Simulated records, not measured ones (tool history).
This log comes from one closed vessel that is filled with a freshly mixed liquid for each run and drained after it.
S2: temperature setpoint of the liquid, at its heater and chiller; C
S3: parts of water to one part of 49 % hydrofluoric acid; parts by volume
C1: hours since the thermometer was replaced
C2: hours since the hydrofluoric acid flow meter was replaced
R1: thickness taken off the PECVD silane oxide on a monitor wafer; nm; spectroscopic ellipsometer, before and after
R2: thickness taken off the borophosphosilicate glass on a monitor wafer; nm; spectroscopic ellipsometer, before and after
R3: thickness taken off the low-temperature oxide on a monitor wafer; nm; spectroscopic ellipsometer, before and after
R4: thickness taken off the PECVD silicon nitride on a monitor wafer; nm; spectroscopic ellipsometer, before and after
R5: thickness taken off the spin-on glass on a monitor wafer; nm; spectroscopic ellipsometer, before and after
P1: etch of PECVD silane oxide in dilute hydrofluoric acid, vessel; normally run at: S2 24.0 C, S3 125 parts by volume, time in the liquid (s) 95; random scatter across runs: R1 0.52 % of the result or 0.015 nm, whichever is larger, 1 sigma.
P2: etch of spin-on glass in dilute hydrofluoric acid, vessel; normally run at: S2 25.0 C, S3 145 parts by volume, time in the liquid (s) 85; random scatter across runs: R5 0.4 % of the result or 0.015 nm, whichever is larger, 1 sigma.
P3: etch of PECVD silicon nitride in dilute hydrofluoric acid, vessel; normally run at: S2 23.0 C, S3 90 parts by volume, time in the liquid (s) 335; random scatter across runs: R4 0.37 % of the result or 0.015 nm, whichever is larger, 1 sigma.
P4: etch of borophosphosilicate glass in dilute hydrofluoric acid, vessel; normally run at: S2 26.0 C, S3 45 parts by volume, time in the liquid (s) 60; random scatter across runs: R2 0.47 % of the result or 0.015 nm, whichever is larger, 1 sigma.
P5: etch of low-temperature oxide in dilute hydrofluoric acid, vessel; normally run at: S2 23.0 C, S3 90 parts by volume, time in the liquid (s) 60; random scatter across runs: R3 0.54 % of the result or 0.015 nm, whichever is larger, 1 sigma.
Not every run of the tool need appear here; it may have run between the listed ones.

{"run": 1, "hour": 9.9, "process that ran": "P1", "S2": 24.0, "S3": 125, "time in the liquid (s)": 95, "C1": 632.7, "C2": 492.2, "R1": 15.136}
{"run": 2, "hour": 22.2, "process that ran": "P1", "S2": 24.0, "S3": 125, "time in the liquid (s)": 95, "C1": 645.0, "C2": 504.5, "R1": 14.984}
{"run": 3, "hour": 36.1, "process that ran": "P1", "S2": 17.0, "S3": 125, "time in the liquid (s)": 95, "C1": 658.9, "C2": 518.4, "R1": 11.443}
{"run": 4, "hour": 46.5, "process that ran": "P4", "S2": 26.0, "S3": 65, "time in the liquid (s)": 60, "C1": 669.3, "C2": 528.8, "R2": 67.58}
{"run": 5, "hour": 57.8, "process that ran": "P1", "S2": 24.0, "S3": 195, "time in the liquid (s)": 30, "C1": 680.6, "C2": 540.1, "R1": 2.8087}
{"run": 6, "hour": 65.1, "process that ran": "P1", "S2": 24.0, "S3": 125, "time in the liquid (s)": 95, "C1": 687.9, "C2": 547.4, "R1": 15.13}
{"run": 7, "hour": 74.0, "process that ran": "P5", "S2": 18.5, "S3": 90, "time in the liquid (s)": 60, "C1": 696.8, "C2": 556.3, "R3": 13.449}
{"run": 8, "hour": 84.2, "process that ran": "P3", "S2": 23.0, "S3": 90, "time in the liquid (s)": 335, "C1": 707.0, "C2": 566.5, "R4": 19.72}
{"run": 9, "hour": 93.9, "process that ran": "P1", "S2": 30.0, "S3": 125, "time in the liquid (s)": 95, "C1": 716.7, "C2": 576.2, "R1": 18.914}
{"run": 10, "hour": 102.6, "process that ran": "P1", "S2": 24.0, "S3": 215, "time in the liquid (s)": 95, "C1": 725.4, "C2": 584.9, "R1": 7.8212}
{"run": 11, "hour": 115.0, "process that ran": "P1", "S2": 24.0, "S3": 125, "time in the liquid (s)": 140, "C1": 737.8, "C2": 597.3, "R1": 22.221}
{"run": 12, "hour": 121.8, "process that ran": "P1", "S2": 24.0, "S3": 35, "time in the liquid (s)": 95, "C1": 744.6, "C2": 604.1, "R1": 60.218}
{"run": 13, "hour": 135.7, "process that ran": "P2", "S2": 25.0, "S3": 60, "time in the liquid (s)": 85, "C1": 758.5, "C2": 618.0, "R5": 59.552}
{"run": 14, "hour": 149.9, "process that ran": "P4", "S2": 26.0, "S3": 45, "time in the liquid (s)": 115, "C1": 772.7, "C2": 632.2, "R2": 191.85}
{"run": 15, "hour": 163.6, "process that ran": "P4", "S2": 26.0, "S3": 45, "time in the liquid (s)": 60, "C1": 786.4, "C2": 645.9, "R2": 99.965}
{"run": 16, "hour": 178.3, "process that ran": "P2", "S2": 18.5, "S3": 145, "time in the liquid (s)": 85, "C1": 801.1, "C2": 660.6, "R5": 17.216}
{"run": 17, "hour": 189.0, "process that ran": "P2", "S2": 25.0, "S3": 145, "time in the liquid (s)": 85, "C1": 811.8, "C2": 671.3, "R5": 22.25}
{"run": 18, "hour": 198.9, "process that ran": "P3", "S2": 23.0, "S3": 30, "time in the liquid (s)": 335, "C1": 821.7, "C2": 681.2, "R4": 57.304}
{"run": 19, "hour": 206.8, "process that ran": "P4", "S2": 26.0, "S3": 45, "time in the liquid (s)": 60, "C1": 829.6, "C2": 689.1, "R2": 100.06}
{"run": 20, "hour": 216.6, "process that ran": "P1", "S2": 24.0, "S3": 125, "time in the liquid (s)": 30, "C1": 839.4, "C2": 698.9, "R1": 4.7124}
{"run": 21, "hour": 223.1, "process that ran": "P2", "S2": 25.0, "S3": 145, "time in the liquid (s)": 30, "C1": 845.9, "C2": 705.4, "R5": 7.8376}
{"run": 22, "hour": 232.6, "process that ran": "P5", "S2": 23.0, "S3": 140, "time in the liquid (s)": 60, "C1": 855.4, "C2": 714.9, "R3": 9.7785}
{"run": 23, "hour": 241.2, "process that ran": "P1", "S2": 24.0, "S3": 125, "time in the liquid (s)": 95, "C1": 864.0, "C2": 723.5, "R1": 15.141}
{"run": 24, "hour": 252.0, "process that ran": "P4", "S2": 20.0, "S3": 45, "time in the liquid (s)": 60, "C1": 874.8, "C2": 734.3, "R2": 78.261}
{"run": 25, "hour": 259.4, "process that ran": "P1", "S2": 24.0, "S3": 190, "time in the liquid (s)": 40, "C1": 882.2, "C2": 741.7, "R1": 3.8932}
{"run": 26, "hour": 272.4, "process that ran": "P5", "S2": 23.0, "S3": 90, "time in the liquid (s)": 60, "C1": 895.2, "C2": 754.7, "R3": 16.269}
{"run": 27, "hour": 280.8, "process that ran": "P5", "S2": 23.0, "S3": 90, "time in the liquid (s)": 60, "C1": 903.6, "C2": 763.1, "R3": 16.316}

Run 28 comes next. What will it give?
{"run": 28, "hour": 295.2, "process that ran": "P1", "S2": 24.0, "S3": 125, "time in the liquid (s)": 95, "C1": 918.0, "C2": 777.5, "R1": "?"}

{"run 28": {"R1": 15.112}}
